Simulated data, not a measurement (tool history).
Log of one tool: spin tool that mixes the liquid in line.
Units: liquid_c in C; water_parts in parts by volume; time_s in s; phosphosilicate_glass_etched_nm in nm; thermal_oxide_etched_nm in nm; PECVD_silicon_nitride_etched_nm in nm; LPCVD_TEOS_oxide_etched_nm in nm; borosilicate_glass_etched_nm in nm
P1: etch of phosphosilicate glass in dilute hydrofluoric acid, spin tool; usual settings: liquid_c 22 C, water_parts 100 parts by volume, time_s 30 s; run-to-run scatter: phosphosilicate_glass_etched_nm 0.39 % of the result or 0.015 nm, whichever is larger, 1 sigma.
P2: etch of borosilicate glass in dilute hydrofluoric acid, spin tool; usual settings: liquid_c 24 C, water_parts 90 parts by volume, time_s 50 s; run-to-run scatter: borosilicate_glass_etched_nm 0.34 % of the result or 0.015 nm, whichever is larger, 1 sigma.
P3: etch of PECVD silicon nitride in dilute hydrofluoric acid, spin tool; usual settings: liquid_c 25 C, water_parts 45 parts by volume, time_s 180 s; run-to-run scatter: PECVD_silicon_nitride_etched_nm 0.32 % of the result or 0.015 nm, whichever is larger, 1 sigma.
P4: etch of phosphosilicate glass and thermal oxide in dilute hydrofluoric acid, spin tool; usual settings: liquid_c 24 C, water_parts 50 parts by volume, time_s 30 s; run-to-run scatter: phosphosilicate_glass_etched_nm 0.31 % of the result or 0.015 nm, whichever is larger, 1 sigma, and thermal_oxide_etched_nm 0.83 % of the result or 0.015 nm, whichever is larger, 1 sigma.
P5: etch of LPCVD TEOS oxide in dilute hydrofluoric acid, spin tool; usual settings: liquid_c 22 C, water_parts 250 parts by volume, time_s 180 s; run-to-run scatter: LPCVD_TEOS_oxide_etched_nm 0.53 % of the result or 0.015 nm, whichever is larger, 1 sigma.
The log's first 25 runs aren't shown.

| run | day | process | liquid_c | water_parts | time_s | hours since the thermometer was replaced | hours since the hydrofluoric acid flow meter was replaced | phosphosilicate_glass_etched_nm | thermal_oxide_etched_nm | PECVD_silicon_nitride_etched_nm | LPCVD_TEOS_oxide_etched_nm | borosilicate_glass_etched_nm |
|---|---|---|---|---|---|---|---|---|---|---|---|---|
| 26 | 14.171 | P2 | 24 | 140 | 50 | 1231.3 | 1030.4 |  |  |  |  | 12.513 |
| 27 | 14.738 | P1 | 22 | 140 | 30 | 1244.9 | 1044 | 14.989 |  |  |  |  |
| 28 | 15.188 | P2 | 30 | 90 | 50 | 1255.7 | 1054.8 |  |  |  |  | 25.972 |
| 29 | 15.492 | P5 | 17 | 250 | 180 | 1263 | 1062.1 |  |  |  | 19.811 |  |
| 30 | 16.158 | P1 | 17 | 100 | 30 | 1279 | 1078.1 | 17.823 |  |  |  |  |
| 31 | 16.75 | P1 | 22 | 100 | 30 | 1293.2 | 1092.3 | 22.061 |  |  |  |  |
| 32 | 17.15 | P3 | 17 | 45 | 180 | 1302.8 | 1101.9 |  |  | 4.0819 |  |  |
| 33 | 17.496 | P1 | 22 | 100 | 30 | 1311.1 | 1110.2 | 21.987 |  |  |  |  |
| 34 | 18.025 | P1 | 22 | 100 | 30 | 1323.8 | 1122.9 | 22.583 |  |  |  |  |
| 35 | 18.642 | P1 | 22 | 100 | 30 | 1338.6 | 1137.7 | 23.157 |  |  |  |  |

Run 36 comes next. What will it give?
| 36 | 19.121 | P1 | 22 | 100 | 30 | 1350.1 | 1149.2 | ? |  |  |  |  |

{"run 36": {"phosphosilicate_glass_etched_nm": 23.077}}

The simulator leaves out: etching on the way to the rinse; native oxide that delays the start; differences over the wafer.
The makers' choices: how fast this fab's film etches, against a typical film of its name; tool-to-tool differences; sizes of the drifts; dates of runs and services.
